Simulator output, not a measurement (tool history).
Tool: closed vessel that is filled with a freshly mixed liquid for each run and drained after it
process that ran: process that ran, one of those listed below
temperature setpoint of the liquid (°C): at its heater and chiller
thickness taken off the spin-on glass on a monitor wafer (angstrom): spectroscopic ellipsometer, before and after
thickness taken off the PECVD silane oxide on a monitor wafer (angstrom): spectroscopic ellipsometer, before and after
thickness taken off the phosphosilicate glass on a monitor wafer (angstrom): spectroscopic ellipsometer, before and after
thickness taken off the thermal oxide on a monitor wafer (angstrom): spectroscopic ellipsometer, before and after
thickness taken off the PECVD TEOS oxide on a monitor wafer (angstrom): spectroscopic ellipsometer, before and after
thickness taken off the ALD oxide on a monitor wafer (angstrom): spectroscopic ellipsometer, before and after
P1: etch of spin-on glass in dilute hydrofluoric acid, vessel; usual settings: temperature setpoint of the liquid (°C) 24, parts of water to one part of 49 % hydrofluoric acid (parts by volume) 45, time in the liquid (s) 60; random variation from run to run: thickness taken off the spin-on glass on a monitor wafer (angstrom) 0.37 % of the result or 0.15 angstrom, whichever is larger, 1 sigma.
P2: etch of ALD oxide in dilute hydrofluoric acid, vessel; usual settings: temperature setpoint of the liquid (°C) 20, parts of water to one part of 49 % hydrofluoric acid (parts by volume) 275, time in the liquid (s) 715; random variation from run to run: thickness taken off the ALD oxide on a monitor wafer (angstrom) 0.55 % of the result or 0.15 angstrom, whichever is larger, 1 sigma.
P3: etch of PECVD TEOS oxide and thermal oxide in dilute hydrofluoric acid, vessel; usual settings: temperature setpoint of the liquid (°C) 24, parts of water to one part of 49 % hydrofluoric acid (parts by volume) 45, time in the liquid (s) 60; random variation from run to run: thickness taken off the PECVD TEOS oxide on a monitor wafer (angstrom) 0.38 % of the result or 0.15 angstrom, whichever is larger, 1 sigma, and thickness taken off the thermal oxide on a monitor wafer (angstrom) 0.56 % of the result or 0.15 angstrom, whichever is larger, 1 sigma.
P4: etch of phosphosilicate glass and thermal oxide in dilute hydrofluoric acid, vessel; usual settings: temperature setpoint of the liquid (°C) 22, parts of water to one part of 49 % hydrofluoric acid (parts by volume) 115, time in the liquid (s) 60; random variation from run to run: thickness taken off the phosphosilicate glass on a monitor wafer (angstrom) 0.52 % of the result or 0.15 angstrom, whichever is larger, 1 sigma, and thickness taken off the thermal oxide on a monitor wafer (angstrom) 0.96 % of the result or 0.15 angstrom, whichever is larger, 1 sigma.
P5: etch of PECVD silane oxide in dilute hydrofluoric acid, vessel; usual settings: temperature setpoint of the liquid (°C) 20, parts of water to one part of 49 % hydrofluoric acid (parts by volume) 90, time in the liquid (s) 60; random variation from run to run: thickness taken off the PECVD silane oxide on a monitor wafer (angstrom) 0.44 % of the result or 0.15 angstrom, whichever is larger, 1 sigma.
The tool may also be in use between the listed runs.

| run | day | process that ran | temperature setpoint of the liquid (°C) | parts of water to one part of 49 % hydrofluoric acid (parts by volume) | time in the liquid (s) | hours since the thermometer was replaced | hours since the hydrofluoric acid flow meter was replaced | thickness taken off the spin-on glass on a monitor wafer (angstrom) | thickness taken off the PECVD silane oxide on a monitor wafer (angstrom) | thickness taken off the phosphosilicate glass on a monitor wafer (angstrom) | thickness taken off the thermal oxide on a monitor wafer (angstrom) | thickness taken off the PECVD TEOS oxide on a monitor wafer (angstrom) | thickness taken off the ALD oxide on a monitor wafer (angstrom) |
|---|---|---|---|---|---|---|---|---|---|---|---|---|---|
| 1 | 0.196 | P1 | 24 | 45 | 60 | 977.6 | 100 | 495.29 |  |  |  |  |  |
| 2 | 0.425 | P5 | 20 | 90 | 60 | 983.1 | 105.5 |  | 100.98 |  |  |  |  |
| 3 | 0.646 | P1 | 24 | 30 | 60 | 988.4 | 110.8 | 758.07 |  |  |  |  |  |
| 4 | 0.904 | P1 | 20 | 45 | 60 | 994.6 | 117 | 419.34 |  |  |  |  |  |
| 5 | 1.108 | P4 | 22 | 20 | 60 | 999.5 | 121.9 |  |  | 3938.5 | 139.69 |  |  |
| 6 | 1.358 | P3 | 24 | 45 | 60 | 1005.5 | 127.9 |  |  |  | 66.166 | 374.77 |  |
| 7 | 1.708 | P3 | 24 | 45 | 30 | 1013.9 | 136.3 |  |  |  | 33.176 | 186.71 |  |
| 8 | 1.975 | P4 | 22 | 115 | 60 | 1020.3 | 142.7 |  |  | 611.01 | 21.771 |  |  |
| 9 | 2.225 | P1 | 24 | 45 | 60 | 1026.3 | 148.7 | 494.2 |  |  |  |  |  |
| 10 | 2.483 | P1 | 31 | 45 | 60 | 1032.5 | 154.9 | 656.73 |  |  |  |  |  |
| 11 | 2.825 | P3 | 24 | 75 | 60 | 1040.7 | 163.1 |  |  |  | 38.261 | 215.19 |  |
| 12 | 3.004 | P5 | 20 | 20 | 60 | 1045 | 167.4 |  | 493.96 |  |  |  |  |
| 13 | 3.212 | P1 | 24 | 45 | 30 | 1050 | 172.4 | 247.9 |  |  |  |  |  |
| 14 | 3.504 | P2 | 27.5 | 275 | 715 | 1057 | 179.4 |  |  |  |  |  | 414.95 |
| 15 | 3.788 | P2 | 20 | 275 | 70 | 1063.8 | 186.2 |  |  |  |  |  | 30.947 |
| 16 | 3.979 | P1 | 24 | 45 | 60 | 1068.4 | 190.8 | 497.15 |  |  |  |  |  |
| 17 | 4.167 | P1 | 24 | 45 | 100 | 1072.9 | 195.3 | 827.1 |  |  |  |  |  |
| 18 | 4.338 | P4 | 22 | 115 | 30 | 1077 | 199.4 |  |  | 303.47 | 10.723 |  |  |
| 19 | 4.538 | P3 | 24 | 45 | 60 | 1081.8 | 204.2 |  |  |  | 65.106 | 375.48 |  |
| 20 | 4.883 | P2 | 20 | 275 | 715 | 1090.1 | 212.5 |  |  |  |  |  | 317.67 |
| 21 | 5.088 | P1 | 24 | 65 | 60 | 1095 | 217.4 | 334.77 |  |  |  |  |  |
| 22 | 5.396 | P1 | 24 | 45 | 60 | 1102.4 | 224.8 | 495.95 |  |  |  |  |  |
| 23 | 5.696 | P3 | 29.5 | 45 | 60 | 1109.6 | 232 |  |  |  | 82.015 | 464.88 |  |
| 24 | 5.992 | P5 | 24 | 90 | 60 | 1116.7 | 239.1 |  | 119.81 |  |  |  |  |
| 25 | 6.267 | P1 | 24 | 45 | 60 | 1123.3 | 245.7 | 496.29 |  |  |  |  |  |
| 26 | 6.629 | P1 | 24 | 45 | 60 | 1132 | 254.4 | 493.83 |  |  |  |  |  |
| 27 | 6.975 | P1 | 24 | 25 | 30 | 1140.3 | 262.7 | 456.85 |  |  |  |  |  |
| 28 | 7.233 | P2 | 20 | 445 | 715 | 1146.5 | 268.9 |  |  |  |  |  | 166.19 |
| 29 | 7.467 | P4 | 28.5 | 115 | 60 | 1152.1 | 274.5 |  |  | 784.89 | 28.102 |  |  |
| 30 | 7.767 | P5 | 20 | 90 | 30 | 1159.3 | 281.7 |  | 50.698 |  |  |  |  |
| 31 | 8.008 | P1 | 24 | 45 | 60 | 1165.1 | 287.5 | 494.75 |  |  |  |  |  |
| 32 | 8.192 | P1 | 24 | 45 | 60 | 1169.5 | 291.9 | 477.8 |  |  |  |  |  |
| 33 | 8.462 | P1 | 24 | 45 | 60 | 1176 | 298.4 | 462.46 |  |  |  |  |  |

Forecast run 34:
| 34 | 8.667 | P1 | 24 | 45 | 60 | 1180.9 | 303.3 | ? |  |  |  |  |  |

Run 34 gave thickness taken off the spin-on glass on a monitor wafer (angstrom) 456.38.
